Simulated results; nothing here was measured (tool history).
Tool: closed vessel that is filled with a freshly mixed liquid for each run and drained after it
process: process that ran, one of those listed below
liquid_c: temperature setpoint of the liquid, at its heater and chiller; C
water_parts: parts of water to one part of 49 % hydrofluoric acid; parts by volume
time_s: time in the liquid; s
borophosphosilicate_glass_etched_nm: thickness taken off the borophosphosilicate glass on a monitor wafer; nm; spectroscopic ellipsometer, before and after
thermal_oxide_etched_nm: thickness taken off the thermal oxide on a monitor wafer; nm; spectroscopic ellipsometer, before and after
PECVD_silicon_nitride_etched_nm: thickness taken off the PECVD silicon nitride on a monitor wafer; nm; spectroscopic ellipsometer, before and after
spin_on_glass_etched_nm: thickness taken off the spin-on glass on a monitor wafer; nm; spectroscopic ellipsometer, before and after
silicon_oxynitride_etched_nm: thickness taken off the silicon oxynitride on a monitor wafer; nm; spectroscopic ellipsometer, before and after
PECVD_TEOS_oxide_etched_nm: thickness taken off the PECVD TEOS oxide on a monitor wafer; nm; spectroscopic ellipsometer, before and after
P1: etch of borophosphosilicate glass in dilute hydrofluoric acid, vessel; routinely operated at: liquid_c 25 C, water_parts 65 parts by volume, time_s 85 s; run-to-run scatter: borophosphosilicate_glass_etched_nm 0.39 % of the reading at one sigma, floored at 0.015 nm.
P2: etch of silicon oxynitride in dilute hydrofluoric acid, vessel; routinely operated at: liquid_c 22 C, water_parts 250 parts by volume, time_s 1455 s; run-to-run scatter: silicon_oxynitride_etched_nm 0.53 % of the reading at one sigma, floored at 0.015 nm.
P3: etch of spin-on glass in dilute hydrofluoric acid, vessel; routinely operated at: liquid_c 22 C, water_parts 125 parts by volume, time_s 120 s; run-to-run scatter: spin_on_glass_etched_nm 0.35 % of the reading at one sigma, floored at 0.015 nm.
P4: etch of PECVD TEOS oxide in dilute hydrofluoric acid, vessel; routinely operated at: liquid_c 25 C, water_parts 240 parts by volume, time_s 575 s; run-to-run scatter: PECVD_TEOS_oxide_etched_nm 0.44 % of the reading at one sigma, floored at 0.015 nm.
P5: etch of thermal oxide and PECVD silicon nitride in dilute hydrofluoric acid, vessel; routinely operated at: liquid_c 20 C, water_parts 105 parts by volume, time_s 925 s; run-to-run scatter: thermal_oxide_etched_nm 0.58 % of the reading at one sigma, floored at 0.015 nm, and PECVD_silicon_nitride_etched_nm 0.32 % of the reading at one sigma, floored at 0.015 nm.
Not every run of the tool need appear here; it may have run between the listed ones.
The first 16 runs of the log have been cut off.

run,hour,process,liquid_c,water_parts,time_s,hours since the thermometer was replaced,hours since the hydrofluoric acid flow meter was replaced,borophosphosilicate_glass_etched_nm,thermal_oxide_etched_nm,PECVD_silicon_nitride_etched_nm,spin_on_glass_etched_nm,silicon_oxynitride_etched_nm,PECVD_TEOS_oxide_etched_nm
17,96.5,P4,25,50,575,657.6,35.5,,,,,,195.49
18,101.3,P1,29,20,85,662.4,40.3,150.03,,,,,
19,107.6,P5,17,105,925,668.7,46.6,,31.791,18.738,,,
20,115.7,P4,32,240,575,676.8,54.7,,,,,,41.28
21,121.9,P1,31,65,85,683,60.9,46.42,,,,,
22,127.9,P1,25,65,135,689,66.9,58.056,,,,,
23,135.9,P1,25,65,85,697,74.9,36.552,,,,,
24,139.9,P4,25,240,55,701,78.9,,,,,,3.115
25,147.8,P1,18.5,65,155,708.9,86.8,51.302,,,,,
26,152.7,P1,25,65,85,713.8,91.7,36.546,,,,,
27,159.6,P3,22,125,120,720.7,98.6,,,,23.682,,
28,164.2,P2,17,250,1455,725.3,103.2,,,,,7.7363,
29,171.5,P5,20,105,925,732.6,110.5,,35.634,23.177,,,
30,175.7,P2,22,250,1455,736.8,114.7,,,,,9.7112,
31,181.4,P1,25,65,85,742.5,120.4,36.666,,,,,
32,188,P1,25,65,85,749.1,127,38.105,,,,,
33,192.3,P1,25,65,85,753.4,131.3,38.629,,,,,
34,199.5,P1,25,65,85,760.6,138.5,39.339,,,,,
35,206.6,P1,25,65,85,767.7,145.6,39.663,,,,,
36,211.8,P1,25,65,85,772.9,150.8,39.653,,,,,
37,217.3,P1,25,65,85,778.4,156.3,40.053,,,,,
38,224.9,P1,25,65,85,786,163.9,40.187,,,,,
39,229.8,P1,25,65,85,790.9,168.8,40.164,,,,,

Run 40, settings as shown, results not yet in. Your forecast:
40,233.5,P1,25,65,85,794.6,172.5,?,,,,,

Run 40 yielded borophosphosilicate_glass_etched_nm 40.413 nm.
